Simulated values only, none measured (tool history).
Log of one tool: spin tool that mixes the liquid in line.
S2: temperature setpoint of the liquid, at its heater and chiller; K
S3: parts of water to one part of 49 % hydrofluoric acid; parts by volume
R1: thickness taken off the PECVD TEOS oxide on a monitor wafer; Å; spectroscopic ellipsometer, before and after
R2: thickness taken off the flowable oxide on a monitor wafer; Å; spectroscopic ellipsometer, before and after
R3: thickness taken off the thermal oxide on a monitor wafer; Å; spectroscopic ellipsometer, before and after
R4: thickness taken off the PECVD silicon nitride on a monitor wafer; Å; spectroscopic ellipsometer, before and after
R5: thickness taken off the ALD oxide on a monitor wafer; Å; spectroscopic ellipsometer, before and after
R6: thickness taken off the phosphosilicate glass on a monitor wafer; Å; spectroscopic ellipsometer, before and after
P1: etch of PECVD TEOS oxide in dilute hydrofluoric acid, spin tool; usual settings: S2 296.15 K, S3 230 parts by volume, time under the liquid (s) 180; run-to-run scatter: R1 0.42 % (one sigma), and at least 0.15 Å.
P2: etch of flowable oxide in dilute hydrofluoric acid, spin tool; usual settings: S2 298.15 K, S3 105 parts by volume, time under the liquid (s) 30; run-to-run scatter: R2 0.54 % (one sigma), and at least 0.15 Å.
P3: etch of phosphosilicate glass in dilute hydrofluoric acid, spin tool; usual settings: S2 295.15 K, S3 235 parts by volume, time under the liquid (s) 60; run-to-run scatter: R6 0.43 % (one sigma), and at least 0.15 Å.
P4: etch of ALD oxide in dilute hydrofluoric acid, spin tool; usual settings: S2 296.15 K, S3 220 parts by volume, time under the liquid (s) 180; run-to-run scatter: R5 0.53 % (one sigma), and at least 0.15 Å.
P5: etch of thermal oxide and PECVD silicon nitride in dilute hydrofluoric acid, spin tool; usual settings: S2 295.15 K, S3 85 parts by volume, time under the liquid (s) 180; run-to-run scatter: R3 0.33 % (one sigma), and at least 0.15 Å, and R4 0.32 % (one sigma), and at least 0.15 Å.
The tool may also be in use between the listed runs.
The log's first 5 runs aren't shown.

Run 6, hour 77.9: process that ran P1, S2 296.15 K, S3 230 parts by volume, time under the liquid (s) 180. Result: R1 55.041 Å.
Run 7, hour 89.8: process that ran P1, S2 290.65 K, S3 230 parts by volume, time under the liquid (s) 180. Result: R1 44.404 Å.
Run 8, hour 99.4: process that ran P5, S2 299.65 K, S3 85 parts by volume, time under the liquid (s) 180. Result: R3 118.250 Å, R4 92.238 Å.
Run 9, hour 116.3: process that ran P1, S2 296.15 K, S3 230 parts by volume, time under the liquid (s) 60. Result: R1 18.425 Å.
At hour 118.7: hydrofluoric acid flow meter replaced.
Run 10, hour 127.4: process that ran P5, S2 295.15 K, S3 150 parts by volume, time under the liquid (s) 180. Result: R3 52.072 Å, R4 39.652 Å.
Run 11, hour 141.8: process that ran P2, S2 298.15 K, S3 105 parts by volume, time under the liquid (s) 30. Result: R2 145.58 Å.
Run 12, hour 158.3: process that ran P4, S2 296.15 K, S3 220 parts by volume, time under the liquid (s) 280. Result: R5 195.39 Å.
Run 13, hour 166.2: process that ran P1, S2 296.15 K, S3 50 parts by volume, time under the liquid (s) 180. Result: R1 310.340 Å.
Run 14, hour 178.7: process that ran P1, S2 296.15 K, S3 230 parts by volume, time under the liquid (s) 180. Result: R1 54.969 Å.
Run 15, hour 190.9: process that ran P3, S2 295.15 K, S3 125 parts by volume, time under the liquid (s) 60. Result: R6 405.71 Å.
Run 16, hour 200.7: process that ran P1, S2 296.15 K, S3 230 parts by volume, time under the liquid (s) 325. Result: R1 99.534 Å.
Run 17, hour 218.0: process that ran P1, S2 296.15 K, S3 230 parts by volume, time under the liquid (s) 180. Result: R1 54.517 Å.
Run 18, hour 229.0: process that ran P2, S2 298.15 K, S3 30 parts by volume, time under the liquid (s) 30. Result: R2 566.74 Å.
Run 19, hour 236.9: process that ran P5, S2 295.15 K, S3 85 parts by volume, time under the liquid (s) 180. Result: R3 98.832 Å, R4 68.408 Å.
Run 20, hour 254.2: process that ran P3, S2 295.15 K, S3 235 parts by volume, time under the liquid (s) 15. Result: R6 48.07 Å.
Run 21, hour 270.2: process that ran P1, S2 296.15 K, S3 230 parts by volume, time under the liquid (s) 180. Result: R1 55.056 Å.
Run 22, hour 284.2: process that ran P1, S2 302.65 K, S3 230 parts by volume, time under the liquid (s) 180. Result: R1 69.165 Å.

The next listed run, before its measurement:
Run 23, hour 298.3: process that ran P5, S2 295.15 K, S3 85 parts by volume, time under the liquid (s) 345. Result: R3 ?, R4 ?.

{"run 23": {"R3": 189.89, "R4": 131.72}}

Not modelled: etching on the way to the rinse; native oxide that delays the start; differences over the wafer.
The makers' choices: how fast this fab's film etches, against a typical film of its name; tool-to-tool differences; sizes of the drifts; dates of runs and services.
